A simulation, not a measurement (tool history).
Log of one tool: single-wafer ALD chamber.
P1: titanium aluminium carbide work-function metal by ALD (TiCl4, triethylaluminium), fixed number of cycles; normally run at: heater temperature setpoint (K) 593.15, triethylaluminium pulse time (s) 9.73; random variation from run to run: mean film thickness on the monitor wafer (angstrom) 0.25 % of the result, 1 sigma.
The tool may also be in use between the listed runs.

run	hour	heater temperature setpoint (K)	triethylaluminium pulse time (s)	hours since the last thermocouple change	hours since the last triethylaluminium bottle change	mean film thickness on the monitor wafer (angstrom)
1	9.3	593.15	9.73	1377.9	202.8	21.463
2	16.5	571.15	9.73	1385.1	210.0	19.647
3	23.5	582.15	12.23	1392.1	217.0	20.989
4	39.0	593.15	9.73	1407.6	232.5	21.549
5	52.5	593.15	9.73	1421.1	246.0	21.459
6	60.6	572.15	6.50	1429.2	254.1	18.253
7	75.8	593.15	5.17	1444.4	269.3	18.509
8	91.2	593.15	9.73	1459.8	284.7	21.510
9	104.5	593.15	9.73	1473.1	298.0	21.531
10	119.1	593.15	13.69	1487.7	312.6	22.183
11	133.1	593.15	9.73	1501.7	326.6	21.468
12	148.3	593.15	9.73	1516.9	341.8	21.553

Forecast run 13:
13	156.2	617.15	9.73	1524.8	349.7	?

Run 13 gave mean film thickness on the monitor wafer (angstrom) 23.547.

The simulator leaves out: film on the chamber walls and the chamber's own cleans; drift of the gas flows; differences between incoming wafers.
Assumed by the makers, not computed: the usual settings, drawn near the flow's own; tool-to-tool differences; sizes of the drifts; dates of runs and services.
